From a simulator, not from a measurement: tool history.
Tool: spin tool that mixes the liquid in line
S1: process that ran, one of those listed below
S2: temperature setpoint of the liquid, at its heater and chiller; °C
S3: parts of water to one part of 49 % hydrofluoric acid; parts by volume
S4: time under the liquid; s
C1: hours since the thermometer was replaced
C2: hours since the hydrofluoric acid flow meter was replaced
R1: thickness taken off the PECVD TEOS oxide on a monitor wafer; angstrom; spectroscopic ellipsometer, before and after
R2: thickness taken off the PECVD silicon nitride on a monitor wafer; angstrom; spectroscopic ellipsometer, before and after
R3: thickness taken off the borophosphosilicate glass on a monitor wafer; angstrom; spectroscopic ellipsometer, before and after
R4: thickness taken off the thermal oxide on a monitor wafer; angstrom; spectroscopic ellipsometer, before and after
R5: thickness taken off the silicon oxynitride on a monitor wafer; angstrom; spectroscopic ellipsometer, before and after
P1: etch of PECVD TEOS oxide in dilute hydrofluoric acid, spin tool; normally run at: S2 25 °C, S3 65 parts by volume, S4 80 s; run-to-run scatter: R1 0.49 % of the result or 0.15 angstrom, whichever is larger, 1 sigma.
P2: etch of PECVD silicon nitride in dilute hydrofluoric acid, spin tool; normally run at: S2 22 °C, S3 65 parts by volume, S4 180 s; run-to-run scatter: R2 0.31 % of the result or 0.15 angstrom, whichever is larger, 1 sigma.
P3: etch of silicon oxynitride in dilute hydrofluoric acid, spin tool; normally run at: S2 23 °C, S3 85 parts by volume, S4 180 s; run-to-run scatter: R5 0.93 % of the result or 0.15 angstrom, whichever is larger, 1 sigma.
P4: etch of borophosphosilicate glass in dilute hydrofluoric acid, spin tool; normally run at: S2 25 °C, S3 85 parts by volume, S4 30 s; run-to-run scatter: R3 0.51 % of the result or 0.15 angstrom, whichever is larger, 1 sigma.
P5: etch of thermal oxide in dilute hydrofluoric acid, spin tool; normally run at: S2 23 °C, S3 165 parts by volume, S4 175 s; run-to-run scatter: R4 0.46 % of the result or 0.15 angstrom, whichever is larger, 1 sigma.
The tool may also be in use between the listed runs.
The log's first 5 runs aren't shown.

run	hour	S1	S2	S3	S4	C1	C2	R1	R2	R3	R4	R5
6	35.6	P4	25	85	60	1106.3	1146.7			347.62		
7	42.4	P1	18	65	80	1113.1	1153.5	173.94				
8	49	P5	30.5	165	175	1119.7	1160.1				59.213	
9	54.2	P1	25	105	80	1124.9	1165.3	136.46				
10	60.1	P1	29.5	65	80	1130.8	1171.2	279.48				
11	66.8	P1	25	65	80	1137.5	1177.9	231.44				
12	71	P5	23	165	35	1141.7	1182.1				8.8045	
13	75.1	P4	25	85	30	1145.8	1186.2			173.12		
14	80.7	P3	17	85	180	1151.4	1191.8					21.194
15	85.1	P2	22	65	180	1155.8	1196.2		139.15			
16	91.2	P4	25	125	30	1161.9	1202.3			112.77		
17	97.9	P3	23	85	180	1168.6	1209					28.809
18	101.4	P1	20.5	90	80	1172.1	1212.5	135.98				
19	105.4	P4	21	85	30	1176.1	1216.5			148.36		
20	109	P1	25	30	80	1179.7	1220.1	527.85				
21	114.9	P1	25	65	140	1185.6	1226	404.36				
22	118.7	P3	23	85	180	1189.4	1229.8					29.297
# hour 121: thermometer replaced
23	123.5	P3	23	85	20	2.6	1234.6					3.2451
24	129.2	P3	23	20	180	8.3	1240.3					127.78
25	134	P2	30	65	180	13.1	1245.1		235.89			
26	137.9	P1	25	65	30	17	1249	85.889				
27	144.6	P2	22	65	35	23.7	1255.7		26.936			
28	151.1	P1	25	65	80	30.2	1262.2	232.72				
29	158.3	P2	22	65	180	37.4	1269.4		139			
30	162.8	P5	23	165	175	41.9	1273.9				44.853	

Forecast run 31:
31	168.4	P1	25	65	80	47.5	1279.5	?				

Run 31 gave R1 231.2 angstrom.
